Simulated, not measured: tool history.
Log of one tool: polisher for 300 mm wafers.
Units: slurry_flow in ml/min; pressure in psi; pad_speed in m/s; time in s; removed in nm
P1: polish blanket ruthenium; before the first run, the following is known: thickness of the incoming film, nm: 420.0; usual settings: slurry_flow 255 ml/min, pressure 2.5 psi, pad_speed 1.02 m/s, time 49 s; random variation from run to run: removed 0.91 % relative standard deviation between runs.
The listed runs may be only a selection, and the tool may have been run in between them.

run,day,slurry_flow,pressure,pad_speed,time,removed
1,0.654,255,2.5,1.02,49,57.245
2,1.283,255,2.5,1.02,49,56.643
3,1.767,155,2.5,1.02,49,54.769
4,2.475,355,2.5,1.02,49,60.092
5,2.858,255,2.5,1.58,49,90.499
6,3.483,255,2.5,1.02,49,57.958
7,4.017,395,2.5,1.02,38,46.137
8,4.704,255,2.5,1.02,62,72.499
9,5.35,255,2.5,0.68,49,38.458
10,6.071,255,1.2,1.02,49,27.766
11,6.862,255,2.5,1.02,49,57.799
12,7.388,255,4,1.02,49,91.336

What does the tool deliver on the next run?
13,7.75,255,3.3,1.02,60,?

Logged for run 13: removed 92.784 nm.
